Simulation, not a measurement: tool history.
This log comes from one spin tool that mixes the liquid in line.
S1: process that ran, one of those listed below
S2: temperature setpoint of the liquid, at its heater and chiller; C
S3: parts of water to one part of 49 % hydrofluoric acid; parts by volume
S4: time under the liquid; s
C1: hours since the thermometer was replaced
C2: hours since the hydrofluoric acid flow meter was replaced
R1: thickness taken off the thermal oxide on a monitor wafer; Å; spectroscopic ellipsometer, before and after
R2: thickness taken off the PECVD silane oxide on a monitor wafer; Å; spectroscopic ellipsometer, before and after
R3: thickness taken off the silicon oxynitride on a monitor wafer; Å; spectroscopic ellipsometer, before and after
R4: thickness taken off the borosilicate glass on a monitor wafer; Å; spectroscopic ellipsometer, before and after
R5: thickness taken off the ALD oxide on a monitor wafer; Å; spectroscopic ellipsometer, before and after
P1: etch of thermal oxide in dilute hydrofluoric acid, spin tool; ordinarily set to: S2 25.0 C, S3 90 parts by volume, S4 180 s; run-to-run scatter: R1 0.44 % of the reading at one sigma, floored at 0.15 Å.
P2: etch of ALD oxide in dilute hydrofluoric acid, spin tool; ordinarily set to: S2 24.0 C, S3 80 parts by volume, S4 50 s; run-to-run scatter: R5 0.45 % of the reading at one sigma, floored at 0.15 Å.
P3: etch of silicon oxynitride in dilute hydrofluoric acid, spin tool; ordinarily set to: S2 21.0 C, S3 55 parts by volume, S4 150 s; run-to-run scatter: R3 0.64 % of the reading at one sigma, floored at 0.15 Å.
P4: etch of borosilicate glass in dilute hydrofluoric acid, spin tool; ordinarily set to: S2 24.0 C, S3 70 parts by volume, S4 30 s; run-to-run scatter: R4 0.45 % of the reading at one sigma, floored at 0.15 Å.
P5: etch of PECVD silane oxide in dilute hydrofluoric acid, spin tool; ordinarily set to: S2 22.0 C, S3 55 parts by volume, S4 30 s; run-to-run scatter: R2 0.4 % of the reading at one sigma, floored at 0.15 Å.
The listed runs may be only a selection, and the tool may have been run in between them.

run	hour	S1	S2	S3	S4	C1	C2	R1	R2	R3	R4	R5
1	4.2	P1	25.0	90	180	911.3	518.8	101.410				
2	7.9	P1	25.0	90	180	915.0	522.5	102.310				
3	10.7	P5	22.0	80	30	917.8	525.3		132.940			
4	13.4	P5	22.0	55	30	920.5	528.0		198.530			
5	17.9	P3	17.0	55	150	925.0	532.5			36.546		
6	22.2	P1	25.0	90	180	929.3	536.8	101.720				
7	24.9	P1	21.0	90	65	932.0	539.5	31.056				
8	26.9	P1	25.0	40	180	934.0	541.5	243.160				
9	28.8	P3	21.0	95	150	935.9	543.4			25.453		
10	31.8	P1	25.0	90	180	938.9	546.4	100.890				
11	34.7	P1	25.0	90	85	941.8	549.3	47.429				
12	38.7	P1	25.0	90	180	945.8	553.3	101.800				
13	40.7	P4	24.0	70	30	947.8	555.3				110.480	
14	45.2	P2	24.0	50	50	952.3	559.8					220.39
15	47.9	P3	21.0	55	150	955.0	562.5			43.913		
16	51.0	P2	24.0	80	50	958.1	565.6					131.56
17	53.7	P4	24.0	70	60	960.8	568.3				221.300	
18	55.8	P1	32.0	90	180	962.9	570.4	132.080				
# hour 58.7: hydrofluoric acid flow meter replaced
19	60.2	P3	21.0	55	150	967.3	1.6			44.651		
20	64.4	P1	25.0	150	180	971.5	5.8	57.169				
21	68.5	P2	24.0	80	50	975.6	9.9					132.58
22	72.6	P5	28.0	55	30	979.7	14.0		254.800			
23	74.6	P4	30.5	70	30	981.7	16.0				143.160	
24	79.0	P5	22.0	55	15	986.1	20.4		99.574			
25	81.4	P4	24.0	120	30	988.5	22.8				60.292	
26	84.5	P1	25.0	90	290	991.6	25.9	163.770				
27	88.3	P3	21.0	55	280	995.4	29.7			82.577		
28	90.4	P2	32.5	80	50	997.5	31.8					185.08
29	93.7	P2	24.0	80	85	1000.8	35.1					225.81
30	97.4	P1	18.5	90	180	1004.5	38.8	77.732				
31	100.4	P5	22.0	55	30	1007.5	41.8		199.240			
32	103.6	P1	25.0	90	180	1010.7	45.0	100.990				
33	105.9	P1	25.0	90	180	1013.0	47.3	98.669				
34	110.2	P1	25.0	90	180	1017.3	51.6	95.328				
35	112.9	P1	25.0	90	180	1020.0	54.3	93.780				
36	115.1	P1	25.0	90	180	1022.2	56.5	92.734				
37	119.3	P1	25.0	90	180	1026.4	60.7	91.715				
38	122.6	P1	25.0	90	180	1029.7	64.0	93.005				
39	125.4	P1	25.0	90	180	1032.5	66.8	92.509				

P1 has crept away from where it was. The log is fitted equally well by each of these 2 causes, at the sizes shown:
A: liquid colder than its thermometer reads (K) = 2.37
B: hydrofluoric acid flow below the setpoint (%) = 8.09
The onset of the drift is placed at about hour 103.6.

Which of the 4 check runs listed below, each an average over 3 wafers with its results shown as question marks, gives clearly different results under the different listed causes?
check 1	128.2	P5	22.0	75	30				?			
check 2	128.2	P4	24.0	100	30						?	
check 3	128.2	P2	31.5	80	50							?
check 4	128.2	P3	21.0	55	235					?		

How each check would come out, cause by cause:
check	result	if A	if B
check 1	R2	129.150	129.920
check 2	R4	67.619	67.608
check 3	R5	162.61	161.84
check 4	R3	62.188	64.155
Minimum pairwise separation of causes per check, each pair taken at its best-separating result: check 1 0.59 %; check 2 0.02 %; check 3 0.47 %; check 4 3.11 %
The causes can be told apart only by check 4. The other checks would give nearly the same results under each of them.

Check 4 was carried out, with these results: R3 63.943 Å. Which of the listed causes is responsible?

Of the candidate causes, it is B: hydrofluoric acid flow below the setpoint (%).

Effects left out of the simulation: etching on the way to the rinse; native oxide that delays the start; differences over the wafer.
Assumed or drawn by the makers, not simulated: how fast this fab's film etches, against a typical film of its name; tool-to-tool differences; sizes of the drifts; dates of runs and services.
